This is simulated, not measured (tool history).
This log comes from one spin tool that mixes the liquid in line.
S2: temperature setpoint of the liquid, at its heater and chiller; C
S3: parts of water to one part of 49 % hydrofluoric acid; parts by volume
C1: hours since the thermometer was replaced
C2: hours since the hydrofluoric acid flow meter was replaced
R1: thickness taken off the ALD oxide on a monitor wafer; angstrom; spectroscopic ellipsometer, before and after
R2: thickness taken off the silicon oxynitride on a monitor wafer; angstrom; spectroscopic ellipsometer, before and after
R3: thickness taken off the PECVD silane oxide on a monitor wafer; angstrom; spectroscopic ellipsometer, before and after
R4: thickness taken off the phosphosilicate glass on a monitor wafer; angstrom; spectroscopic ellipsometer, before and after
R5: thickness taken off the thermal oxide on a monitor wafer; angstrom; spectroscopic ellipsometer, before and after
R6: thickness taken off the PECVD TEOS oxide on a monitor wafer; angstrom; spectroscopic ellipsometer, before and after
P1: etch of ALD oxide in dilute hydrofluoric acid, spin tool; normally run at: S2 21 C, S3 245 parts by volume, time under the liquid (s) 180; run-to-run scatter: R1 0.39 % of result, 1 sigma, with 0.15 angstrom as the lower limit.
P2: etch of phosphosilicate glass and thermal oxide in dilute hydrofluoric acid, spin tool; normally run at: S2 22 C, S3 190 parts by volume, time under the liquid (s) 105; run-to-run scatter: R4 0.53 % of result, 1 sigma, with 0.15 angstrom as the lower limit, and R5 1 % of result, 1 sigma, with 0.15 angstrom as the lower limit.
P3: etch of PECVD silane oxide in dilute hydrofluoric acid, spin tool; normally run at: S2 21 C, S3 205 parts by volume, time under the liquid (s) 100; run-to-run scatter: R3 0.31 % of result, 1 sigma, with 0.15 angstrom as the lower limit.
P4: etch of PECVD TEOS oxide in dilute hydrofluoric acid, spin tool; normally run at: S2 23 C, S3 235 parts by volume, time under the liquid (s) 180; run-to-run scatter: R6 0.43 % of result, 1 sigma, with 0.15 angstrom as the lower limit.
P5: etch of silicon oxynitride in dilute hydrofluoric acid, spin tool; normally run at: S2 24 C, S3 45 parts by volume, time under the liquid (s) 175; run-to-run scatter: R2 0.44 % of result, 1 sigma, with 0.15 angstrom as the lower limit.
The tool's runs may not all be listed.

run 1 hour=13.8 | process_that_ran=P1 S2=21 S3=245 time_under_the_liquid_(s)=180 | C1=651.8 C2=199.2 | R1=147.780
run 2 hour=29.3 | process_that_ran=P5 S2=24 S3=65 time_under_the_liquid_(s)=175 | C1=667.3 C2=214.7 | R2=126.81
run 3 hour=38.5 | process_that_ran=P3 S2=27 S3=205 time_under_the_liquid_(s)=100 | C1=676.5 C2=223.9 | R3=188.810
run 4 hour=52.4 | process_that_ran=P2 S2=22 S3=320 time_under_the_liquid_(s)=105 | C1=690.4 C2=237.8 | R4=275.420 R5=10.5500
run 5 hour=67.5 | process_that_ran=P1 S2=21 S3=245 time_under_the_liquid_(s)=180 | C1=705.5 C2=252.9 | R1=145.880
run 6 hour=79.4 | process_that_ran=P1 S2=25 S3=245 time_under_the_liquid_(s)=180 | C1=717.4 C2=264.8 | R1=169.480
run 7 hour=93.4 | process_that_ran=P5 S2=18 S3=45 time_under_the_liquid_(s)=175 | C1=731.4 C2=278.8 | R2=137.24
run 8 hour=109.9 | process_that_ran=P1 S2=21 S3=245 time_under_the_liquid_(s)=180 | C1=747.9 C2=295.3 | R1=146.910
run 9 hour=119.5 | process_that_ran=P4 S2=17 S3=235 time_under_the_liquid_(s)=180 | C1=757.5 C2=304.9 | R6=42.832
run 10 hour=127.4 | process_that_ran=P1 S2=21 S3=245 time_under_the_liquid_(s)=45 | C1=765.4 C2=312.8 | R1=36.493
run 11 hour=140.0 | process_that_ran=P3 S2=21 S3=125 time_under_the_liquid_(s)=100 | C1=778.0 C2=325.4 | R3=270.850
run 12 hour=149.3 | process_that_ran=P3 S2=21 S3=205 time_under_the_liquid_(s)=15 | C1=787.3 C2=334.7 | R3=22.898
run 13 hour=156.9 | process_that_ran=P1 S2=21 S3=245 time_under_the_liquid_(s)=180 | C1=794.9 C2=342.3 | R1=146.880
run 14 hour=164.6 | process_that_ran=P1 S2=17 S3=245 time_under_the_liquid_(s)=85 | C1=802.6 C2=350.0 | R1=59.616
run 15 hour=172.5 | process_that_ran=P5 S2=24 S3=45 time_under_the_liquid_(s)=175 | C1=810.5 C2=357.9 | R2=186.42
run 16 hour=182.3 | process_that_ran=P1 S2=17 S3=245 time_under_the_liquid_(s)=180 | C1=820.3 C2=367.7 | R1=125.970
run 17 hour=194.5 | process_that_ran=P5 S2=24 S3=45 time_under_the_liquid_(s)=175 | C1=832.5 C2=379.9 | R2=187.67
-- hour=198.6 hydrofluoric acid flow meter replaced
run 18 hour=208.4 | process_that_ran=P2 S2=17 S3=190 time_under_the_liquid_(s)=105 | C1=846.4 C2=9.8 | R4=435.710 R5=17.6200
run 19 hour=224.9 | process_that_ran=P1 S2=21 S3=245 time_under_the_liquid_(s)=180 | C1=862.9 C2=26.3 | R1=146.870
run 20 hour=234.6 | process_that_ran=P1 S2=21 S3=245 time_under_the_liquid_(s)=180 | C1=872.6 C2=36.0 | R1=147.080
run 21 hour=249.8 | process_that_ran=P1 S2=21 S3=420 time_under_the_liquid_(s)=180 | C1=887.8 C2=51.2 | R1=73.409
run 22 hour=263.9 | process_that_ran=P4 S2=23 S3=235 time_under_the_liquid_(s)=180 | C1=901.9 C2=65.3 | R6=53.561
run 23 hour=274.4 | process_that_ran=P3 S2=21 S3=205 time_under_the_liquid_(s)=100 | C1=912.4 C2=75.8 | R3=152.070
run 24 hour=285.7 | process_that_ran=P5 S2=24 S3=45 time_under_the_liquid_(s)=335 | C1=923.7 C2=87.1 | R2=356.24
run 25 hour=300.0 | process_that_ran=P4 S2=23 S3=235 time_under_the_liquid_(s)=180 | C1=938.0 C2=101.4 | R6=53.761
run 26 hour=308.4 | process_that_ran=P2 S2=22 S3=190 time_under_the_liquid_(s)=20 | C1=946.4 C2=109.8 | R4=99.566 R5=3.8892
run 27 hour=323.9 | process_that_ran=P4 S2=23 S3=235 time_under_the_liquid_(s)=295 | C1=961.9 C2=125.3 | R6=88.867
run 28 hour=332.3 | process_that_ran=P1 S2=21 S3=145 time_under_the_liquid_(s)=180 | C1=970.3 C2=133.7 | R1=274.520
run 29 hour=342.8 | process_that_ran=P1 S2=21 S3=245 time_under_the_liquid_(s)=345 | C1=980.8 C2=144.2 | R1=281.970
run 30 hour=354.5 | process_that_ran=P2 S2=22 S3=190 time_under_the_liquid_(s)=105 | C1=992.5 C2=155.9 | R4=523.850 R5=21.1210
run 31 hour=370.1 | process_that_ran=P4 S2=23 S3=35 time_under_the_liquid_(s)=180 | C1=1008.1 C2=171.5 | R6=455.940
run 32 hour=380.3 | process_that_ran=P1 S2=21 S3=245 time_under_the_liquid_(s)=180 | C1=1018.3 C2=181.7 | R1=146.690
run 33 hour=392.7 | process_that_ran=P1 S2=21 S3=245 time_under_the_liquid_(s)=180 | C1=1030.7 C2=194.1 | R1=150.880
run 34 hour=404.9 | process_that_ran=P1 S2=21 S3=245 time_under_the_liquid_(s)=180 | C1=1042.9 C2=206.3 | R1=153.210
run 35 hour=420.6 | process_that_ran=P1 S2=21 S3=245 time_under_the_liquid_(s)=180 | C1=1058.6 C2=222.0 | R1=156.890
run 36 hour=433.5 | process_that_ran=P1 S2=21 S3=245 time_under_the_liquid_(s)=180 | C1=1071.5 C2=234.9 | R1=157.390
run 37 hour=446.1 | process_that_ran=P1 S2=21 S3=245 time_under_the_liquid_(s)=180 | C1=1084.1 C2=247.5 | R1=157.930
run 38 hour=461.2 | process_that_ran=P1 S2=21 S3=245 time_under_the_liquid_(s)=180 | C1=1099.2 C2=262.6 | R1=159.220
run 39 hour=471.6 | process_that_ran=P1 S2=21 S3=245 time_under_the_liquid_(s)=180 | C1=1109.6 C2=273.0 | R1=158.550

Predict the results of run 40:
run 40 hour=481.3 | process_that_ran=P1 S2=21 S3=245 time_under_the_liquid_(s)=180 | C1=1119.3 C2=282.7 | R1=?

{"run 40": {"R1": 157.65}}

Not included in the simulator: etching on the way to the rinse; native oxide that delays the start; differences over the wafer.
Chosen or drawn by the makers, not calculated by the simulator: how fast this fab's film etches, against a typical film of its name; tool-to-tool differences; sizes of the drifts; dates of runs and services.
